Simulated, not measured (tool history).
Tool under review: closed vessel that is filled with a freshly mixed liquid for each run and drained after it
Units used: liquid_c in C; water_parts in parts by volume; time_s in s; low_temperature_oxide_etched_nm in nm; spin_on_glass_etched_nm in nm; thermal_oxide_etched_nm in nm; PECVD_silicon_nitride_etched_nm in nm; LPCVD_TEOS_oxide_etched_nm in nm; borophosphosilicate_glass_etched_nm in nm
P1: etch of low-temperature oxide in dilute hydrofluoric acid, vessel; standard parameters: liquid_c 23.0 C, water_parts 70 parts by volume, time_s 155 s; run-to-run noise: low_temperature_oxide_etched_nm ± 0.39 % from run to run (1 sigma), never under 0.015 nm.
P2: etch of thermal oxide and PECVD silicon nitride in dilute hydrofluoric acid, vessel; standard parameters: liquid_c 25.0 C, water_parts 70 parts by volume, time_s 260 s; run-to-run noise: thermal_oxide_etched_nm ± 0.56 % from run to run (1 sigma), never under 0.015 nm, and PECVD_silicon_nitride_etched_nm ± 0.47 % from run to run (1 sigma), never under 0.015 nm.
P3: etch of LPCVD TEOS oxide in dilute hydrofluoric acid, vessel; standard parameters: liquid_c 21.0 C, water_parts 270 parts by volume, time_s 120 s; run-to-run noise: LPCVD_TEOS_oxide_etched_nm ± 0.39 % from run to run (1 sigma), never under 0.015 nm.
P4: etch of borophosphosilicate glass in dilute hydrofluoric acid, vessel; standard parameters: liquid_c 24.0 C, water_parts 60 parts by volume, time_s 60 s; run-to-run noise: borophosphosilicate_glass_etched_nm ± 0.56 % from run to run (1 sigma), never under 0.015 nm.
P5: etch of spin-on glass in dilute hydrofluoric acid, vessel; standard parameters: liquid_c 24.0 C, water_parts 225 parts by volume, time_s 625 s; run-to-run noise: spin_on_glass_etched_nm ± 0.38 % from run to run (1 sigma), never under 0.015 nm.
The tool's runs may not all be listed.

run,hour,process,liquid_c,water_parts,time_s,hours since the thermometer was replaced,hours since the hydrofluoric acid flow meter was replaced,low_temperature_oxide_etched_nm,spin_on_glass_etched_nm,thermal_oxide_etched_nm,PECVD_silicon_nitride_etched_nm,LPCVD_TEOS_oxide_etched_nm,borophosphosilicate_glass_etched_nm
1,9.6,P1,23.0,70,155,1237.2,890.8,37.770,,,,,
2,19.5,P5,17.0,225,625,1247.1,900.7,,39.455,,,,
3,30.7,P2,25.0,100,260,1258.3,911.9,,,12.751,15.230,,
4,38.9,P1,23.0,70,155,1266.5,920.1,37.967,,,,,
5,51.3,P1,23.0,70,155,1278.9,932.5,37.911,,,,,
6,60.0,P3,21.0,270,185,1287.6,941.2,,,,,29.153,
7,71.6,P1,23.0,70,300,1299.2,952.8,73.198,,,,,
8,84.7,P2,25.0,70,500,1312.3,965.9,,,36.227,42.200,,
9,92.7,P4,24.0,60,60,1320.3,973.9,,,,,,55.825
10,106.7,P3,21.0,270,120,1334.3,987.9,,,,,18.900,
11,114.8,P1,23.0,125,155,1342.4,996.0,19.833,,,,,
12,122.5,P5,24.0,375,625,1350.1,1003.7,,27.050,,,,
13,131.2,P1,23.0,70,155,1358.8,1012.4,37.779,,,,,
14,140.1,P4,24.0,60,30,1367.7,1021.3,,,,,,27.797
15,151.9,P5,24.0,225,625,1379.5,1033.1,,52.191,,,,
16,164.5,P4,24.0,85,60,1392.1,1045.7,,,,,,38.203
17,177.3,P1,23.0,30,155,1404.9,1058.5,93.165,,,,,
18,188.2,P3,21.0,50,120,1415.8,1069.4,,,,,128.640,
19,203.0,P1,28.5,100,155,1430.6,1084.2,31.690,,,,,
20,212.4,P4,31.5,60,60,1440.0,1093.6,,,,,,75.121
21,219.6,P1,23.0,70,155,1447.2,1100.8,37.547,,,,,
22,228.6,P1,23.0,70,155,1456.2,1109.8,37.958,,,,,
23,242.2,P1,28.0,70,155,1469.8,1123.4,46.261,,,,,
24,253.3,P2,19.0,70,260,1480.9,1134.5,,,14.867,14.457,,
25,265.9,P5,24.0,225,625,1493.5,1147.1,,51.566,,,,
26,280.6,P3,17.0,270,120,1508.2,1161.8,,,,,16.231,
27,291.5,P1,23.0,70,60,1519.1,1172.7,14.745,,,,,
28,300.5,P2,25.0,70,260,1528.1,1181.7,,,18.995,21.883,,
29,312.2,P1,23.0,110,85,1539.8,1193.4,12.613,,,,,
30,319.2,P1,17.0,70,155,1546.8,1200.4,29.306,,,,,
31,331.5,P5,24.0,225,1250,1559.1,1212.7,,103.690,,,,
32,346.4,P1,23.0,70,155,1574.0,1227.6,37.813,,,,,
33,355.8,P1,23.0,70,155,1583.4,1237.0,38.863,,,,,
34,371.4,P1,23.0,70,155,1599.0,1252.6,39.321,,,,,
35,380.5,P1,23.0,70,155,1608.1,1261.7,39.612,,,,,
36,392.5,P1,23.0,70,155,1620.1,1273.7,39.825,,,,,
37,407.9,P1,23.0,70,155,1635.5,1289.1,40.138,,,,,
38,416.3,P1,23.0,70,155,1643.9,1297.5,40.146,,,,,
39,423.9,P1,23.0,70,155,1651.5,1305.1,40.043,,,,,
40,431.6,P1,23.0,70,155,1659.2,1312.8,39.988,,,,,

The log shows P1 creeping away from where it was. Any of the 2 causes listed here, at the size stated for it, fits the log just as well as the others:
A: hydrofluoric acid flow above the setpoint (%) = 5.65
B: liquid hotter than its thermometer reads (K) = 1.47
Onset of the creep was near hour 346.4.

Listed below are the offered check runs, one wafer per run, with question marks in place of results. For which of them would the causes give clearly different outcomes?
check 1,439.3,P2,19.5,70,260,,,,,?,?,,
check 2,439.3,P3,17.0,70,120,,,,,,,?,
check 3,439.3,P4,29.0,60,30,,,,,,,,?
check 4,439.3,P5,17.0,225,625,,,,?,,,,

What every check run would give for each of its results, assuming each possible cause in turn:
check,result,if A,if B
check 1,thermal_oxide_etched_nm,15.933,15.969
check 1,PECVD_silicon_nitride_etched_nm,15.872,16.646
check 2,LPCVD_TEOS_oxide_etched_nm,80.494,80.798
check 3,borophosphosilicate_glass_etched_nm,36.086,35.997
check 4,spin_on_glass_etched_nm,42.572,42.217
Minimum pairwise separation of causes per check, each pair taken at its best-separating result: check 1 4.76 %; check 2 0.38 %; check 3 0.25 %; check 4 0.84 %
Check 1 is the one run that separates the causes; every other check would come out nearly the same whichever cause is at work.

After running check 1, the following was obtained: thermal_oxide_etched_nm 15.908 nm; PECVD_silicon_nitride_etched_nm 16.649 nm. Which cause does this point to?

Of the candidate causes, it is B: liquid hotter than its thermometer reads (K).
